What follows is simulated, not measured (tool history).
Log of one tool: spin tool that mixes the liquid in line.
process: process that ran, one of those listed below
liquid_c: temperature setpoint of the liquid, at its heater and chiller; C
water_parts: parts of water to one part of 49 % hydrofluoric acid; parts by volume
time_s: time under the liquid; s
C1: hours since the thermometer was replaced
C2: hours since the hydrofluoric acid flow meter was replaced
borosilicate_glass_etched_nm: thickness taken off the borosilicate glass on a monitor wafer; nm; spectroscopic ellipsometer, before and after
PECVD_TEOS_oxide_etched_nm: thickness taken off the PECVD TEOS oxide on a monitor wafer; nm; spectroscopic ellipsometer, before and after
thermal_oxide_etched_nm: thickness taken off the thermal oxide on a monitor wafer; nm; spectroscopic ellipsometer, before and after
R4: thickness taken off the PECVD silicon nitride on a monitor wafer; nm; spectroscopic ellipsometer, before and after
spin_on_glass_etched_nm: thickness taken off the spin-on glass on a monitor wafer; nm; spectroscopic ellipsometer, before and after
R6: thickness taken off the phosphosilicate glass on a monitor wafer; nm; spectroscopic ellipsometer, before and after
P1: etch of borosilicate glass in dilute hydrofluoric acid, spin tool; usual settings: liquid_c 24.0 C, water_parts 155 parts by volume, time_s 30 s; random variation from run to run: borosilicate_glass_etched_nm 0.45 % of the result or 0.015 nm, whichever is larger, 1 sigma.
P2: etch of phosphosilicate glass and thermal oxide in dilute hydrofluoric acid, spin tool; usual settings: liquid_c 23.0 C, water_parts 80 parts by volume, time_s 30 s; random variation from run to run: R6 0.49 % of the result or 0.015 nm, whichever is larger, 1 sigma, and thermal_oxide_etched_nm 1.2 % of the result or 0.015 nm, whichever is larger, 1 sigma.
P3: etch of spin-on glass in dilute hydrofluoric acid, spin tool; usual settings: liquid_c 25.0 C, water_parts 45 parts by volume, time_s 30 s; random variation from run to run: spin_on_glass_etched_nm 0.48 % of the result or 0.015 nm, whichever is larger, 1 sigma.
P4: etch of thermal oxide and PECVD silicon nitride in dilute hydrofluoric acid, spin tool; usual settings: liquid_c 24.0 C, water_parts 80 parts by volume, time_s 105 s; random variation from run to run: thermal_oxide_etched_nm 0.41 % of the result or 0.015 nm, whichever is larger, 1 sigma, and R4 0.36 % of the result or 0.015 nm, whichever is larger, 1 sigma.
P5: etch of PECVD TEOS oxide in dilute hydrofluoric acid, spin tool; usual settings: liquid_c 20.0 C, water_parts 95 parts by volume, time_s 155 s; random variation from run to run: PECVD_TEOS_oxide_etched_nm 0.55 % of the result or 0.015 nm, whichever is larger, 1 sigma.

Run 1, hour 8.9: process P1, liquid_c 24.0 C, water_parts 155 parts by volume, time_s 30 s; C1 493.8; C2 1506.3. Result: borosilicate_glass_etched_nm 7.4477 nm.
Run 2, hour 14.7: process P1, liquid_c 24.0 C, water_parts 155 parts by volume, time_s 30 s; C1 499.6; C2 1512.1. Result: borosilicate_glass_etched_nm 7.4061 nm.
Run 3, hour 19.9: process P5, liquid_c 20.0 C, water_parts 95 parts by volume, time_s 155 s; C1 504.8; C2 1517.3. Result: PECVD_TEOS_oxide_etched_nm 11.832 nm.
Run 4, hour 28.7: process P1, liquid_c 24.0 C, water_parts 265 parts by volume, time_s 45 s; C1 513.6; C2 1526.1. Result: borosilicate_glass_etched_nm 5.8145 nm.
Run 5, hour 38.7: process P1, liquid_c 24.0 C, water_parts 45 parts by volume, time_s 30 s; C1 523.6; C2 1536.1. Result: borosilicate_glass_etched_nm 29.3900 nm.
Run 6, hour 48.2: process P4, liquid_c 24.0 C, water_parts 80 parts by volume, time_s 200 s; C1 533.1; C2 1545.6. Result: thermal_oxide_etched_nm 11.72600 nm, R4 13.666 nm.
Run 7, hour 59.1: process P3, liquid_c 25.0 C, water_parts 45 parts by volume, time_s 30 s; C1 544.0; C2 1556.5. Result: spin_on_glass_etched_nm 51.720 nm.
Run 8, hour 65.4: process P3, liquid_c 20.0 C, water_parts 45 parts by volume, time_s 30 s; C1 550.3; C2 1562.8. Result: spin_on_glass_etched_nm 41.585 nm.
Run 9, hour 76.3: process P2, liquid_c 23.0 C, water_parts 80 parts by volume, time_s 30 s; C1 561.2; C2 1573.7. Result: thermal_oxide_etched_nm 1.69050 nm, R6 64.686 nm.
Run 10, hour 86.7: process P3, liquid_c 25.0 C, water_parts 45 parts by volume, time_s 30 s; C1 571.6; C2 1584.1. Result: spin_on_glass_etched_nm 51.383 nm.
Run 11, hour 93.2: process P1, liquid_c 24.0 C, water_parts 215 parts by volume, time_s 30 s; C1 578.1; C2 1590.6. Result: borosilicate_glass_etched_nm 4.9341 nm.
Run 12, hour 98.1: process P4, liquid_c 17.0 C, water_parts 80 parts by volume, time_s 105 s; C1 583.0; C2 1595.5. Result: thermal_oxide_etched_nm 4.61690 nm, R4 4.443 nm.
Run 13, hour 108.7: process P4, liquid_c 24.0 C, water_parts 125 parts by volume, time_s 105 s; C1 593.6; C2 1606.1. Result: thermal_oxide_etched_nm 3.71110 nm, R4 4.640 nm.
Run 14, hour 118.8: process P1, liquid_c 24.0 C, water_parts 220 parts by volume, time_s 15 s; C1 603.7; C2 1616.2. Result: borosilicate_glass_etched_nm 2.4035 nm.
Run 15, hour 123.8: process P3, liquid_c 25.0 C, water_parts 45 parts by volume, time_s 50 s; C1 608.7; C2 1621.2. Result: spin_on_glass_etched_nm 85.622 nm.
Run 16, hour 129.5: process P2, liquid_c 23.0 C, water_parts 130 parts by volume, time_s 30 s; C1 614.4; C2 1626.9. Result: thermal_oxide_etched_nm 0.97489 nm, R6 37.836 nm.
Run 17, hour 137.9: process P1, liquid_c 24.0 C, water_parts 155 parts by volume, time_s 30 s; C1 622.8; C2 1635.3. Result: borosilicate_glass_etched_nm 7.4391 nm.
Run 18, hour 148.5: process P5, liquid_c 20.0 C, water_parts 160 parts by volume, time_s 155 s; C1 633.4; C2 1645.9. Result: PECVD_TEOS_oxide_etched_nm 6.648 nm.
Run 19, hour 158.0: process P1, liquid_c 24.0 C, water_parts 155 parts by volume, time_s 30 s; C1 642.9; C2 1655.4. Result: borosilicate_glass_etched_nm 7.3369 nm.
At hour 159.7: hydrofluoric acid flow meter replaced.
Run 20, hour 166.9: process P2, liquid_c 23.0 C, water_parts 80 parts by volume, time_s 50 s; C1 651.8; C2 7.3. Result: thermal_oxide_etched_nm 2.81820 nm, R6 109.010 nm.
Run 21, hour 176.0: process P1, liquid_c 17.0 C, water_parts 155 parts by volume, time_s 30 s; C1 660.9; C2 16.4. Result: borosilicate_glass_etched_nm 5.6606 nm.
Run 22, hour 184.5: process P1, liquid_c 28.5 C, water_parts 155 parts by volume, time_s 30 s; C1 669.4; C2 24.9. Result: borosilicate_glass_etched_nm 8.6979 nm.
Run 23, hour 192.7: process P2, liquid_c 28.0 C, water_parts 80 parts by volume, time_s 30 s; C1 677.6; C2 33.1. Result: thermal_oxide_etched_nm 2.02570 nm, R6 79.313 nm.
Run 24, hour 203.2: process P3, liquid_c 25.0 C, water_parts 65 parts by volume, time_s 30 s; C1 688.1; C2 43.6. Result: spin_on_glass_etched_nm 34.474 nm.
Run 25, hour 211.2: process P5, liquid_c 20.0 C, water_parts 95 parts by volume, time_s 300 s; C1 696.1; C2 51.6. Result: PECVD_TEOS_oxide_etched_nm 22.930 nm.
Run 26, hour 220.1: process P5, liquid_c 17.0 C, water_parts 95 parts by volume, time_s 155 s; C1 705.0; C2 60.5. Result: PECVD_TEOS_oxide_etched_nm 10.548 nm.
Run 27, hour 227.6: process P1, liquid_c 24.0 C, water_parts 155 parts by volume, time_s 15 s; C1 712.5; C2 68.0. Result: borosilicate_glass_etched_nm 3.7039 nm.
Run 28, hour 235.9: process P1, liquid_c 24.0 C, water_parts 155 parts by volume, time_s 30 s; C1 720.8; C2 76.3. Result: borosilicate_glass_etched_nm 7.4705 nm.
Run 29, hour 246.5: process P1, liquid_c 24.0 C, water_parts 235 parts by volume, time_s 50 s; C1 731.4; C2 86.9. Result: borosilicate_glass_etched_nm 7.4459 nm.

The next listed run, before its measurement:
Run 30, hour 255.0: process P4, liquid_c 24.0 C, water_parts 80 parts by volume, time_s 105 s; C1 739.9; C2 95.4. Result: thermal_oxide_etched_nm ?, R4 ?.

Run 30 gave thermal_oxide_etched_nm 6.18980 nm, R4 7.231 nm.

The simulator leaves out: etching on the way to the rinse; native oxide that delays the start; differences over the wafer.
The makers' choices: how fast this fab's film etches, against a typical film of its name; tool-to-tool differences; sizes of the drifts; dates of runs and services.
